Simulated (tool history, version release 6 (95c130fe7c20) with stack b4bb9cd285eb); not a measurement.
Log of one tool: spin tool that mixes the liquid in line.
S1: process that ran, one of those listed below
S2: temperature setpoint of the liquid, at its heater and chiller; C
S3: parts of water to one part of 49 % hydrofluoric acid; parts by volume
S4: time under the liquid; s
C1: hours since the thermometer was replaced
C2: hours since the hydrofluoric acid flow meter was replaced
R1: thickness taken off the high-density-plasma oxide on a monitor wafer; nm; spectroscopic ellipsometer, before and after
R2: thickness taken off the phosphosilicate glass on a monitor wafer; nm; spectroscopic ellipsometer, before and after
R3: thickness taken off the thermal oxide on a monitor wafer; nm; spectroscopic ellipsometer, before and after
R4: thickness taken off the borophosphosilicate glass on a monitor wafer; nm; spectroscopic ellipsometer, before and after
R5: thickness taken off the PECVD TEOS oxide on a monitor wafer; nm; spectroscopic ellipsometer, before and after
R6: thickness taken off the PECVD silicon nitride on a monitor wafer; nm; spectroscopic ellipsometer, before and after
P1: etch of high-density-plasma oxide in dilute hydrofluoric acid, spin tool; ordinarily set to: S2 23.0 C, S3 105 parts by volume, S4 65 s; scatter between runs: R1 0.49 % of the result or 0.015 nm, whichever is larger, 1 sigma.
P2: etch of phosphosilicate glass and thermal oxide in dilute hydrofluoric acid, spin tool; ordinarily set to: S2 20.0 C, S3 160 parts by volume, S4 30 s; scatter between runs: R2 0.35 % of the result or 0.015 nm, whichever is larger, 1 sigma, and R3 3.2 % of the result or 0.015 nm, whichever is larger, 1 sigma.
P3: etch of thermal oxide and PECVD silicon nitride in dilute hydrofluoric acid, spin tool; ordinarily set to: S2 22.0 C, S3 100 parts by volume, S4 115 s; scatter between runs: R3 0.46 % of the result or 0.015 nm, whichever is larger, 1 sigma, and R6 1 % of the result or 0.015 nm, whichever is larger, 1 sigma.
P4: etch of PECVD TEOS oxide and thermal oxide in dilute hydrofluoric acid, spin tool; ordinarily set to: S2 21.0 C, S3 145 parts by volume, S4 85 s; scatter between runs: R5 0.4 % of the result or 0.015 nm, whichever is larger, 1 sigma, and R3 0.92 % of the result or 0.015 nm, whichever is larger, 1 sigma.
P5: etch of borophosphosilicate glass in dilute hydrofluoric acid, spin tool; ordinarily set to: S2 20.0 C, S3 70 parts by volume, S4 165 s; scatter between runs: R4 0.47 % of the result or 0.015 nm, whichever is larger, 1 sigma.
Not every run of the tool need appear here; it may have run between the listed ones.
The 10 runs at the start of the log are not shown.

run	hour	S1	S2	S3	S4	C1	C2	R1	R2	R3	R4	R5	R6
11	62.2	P3	22.0	100	175	611.0	1519.7			7.43100			4.0629
12	67.9	P5	20.0	70	165	616.7	1525.4				56.006		
13	74.6	P1	23.0	105	125	623.4	1532.1	10.9630					
14	82.0	P3	22.0	100	115	630.8	1539.5			4.86220			2.6624
15	88.0	P4	21.0	145	85	636.8	1545.5			2.43990		12.716	
16	91.7	P5	24.5	70	165	640.5	1549.2				66.887		
17	95.0	P4	17.0	145	85	643.8	1552.5			2.06620		10.853	
18	100.6	P3	22.0	25	115	649.4	1558.1			21.39800			10.4060
19	107.9	P2	20.0	160	30	656.7	1565.4		22.674	0.74953			
20	113.3	P2	20.0	160	30	662.1	1570.8		22.955	0.70617			
21	117.5	P3	27.0	100	115	666.3	1575.0			5.94450			3.7838
22	124.6	P4	21.0	145	160	673.4	1582.1			4.48840		24.017	
23	128.1	P1	23.0	105	65	676.9	1585.6	5.7139					
24	135.6	P2	20.0	245	30	684.4	1593.1		13.773	0.44560			

Run 25 comes next. What will it give?
25	140.3	P1	27.5	105	65	689.1	1597.8	?					

Run 25 produced R1 6.7913 nm.
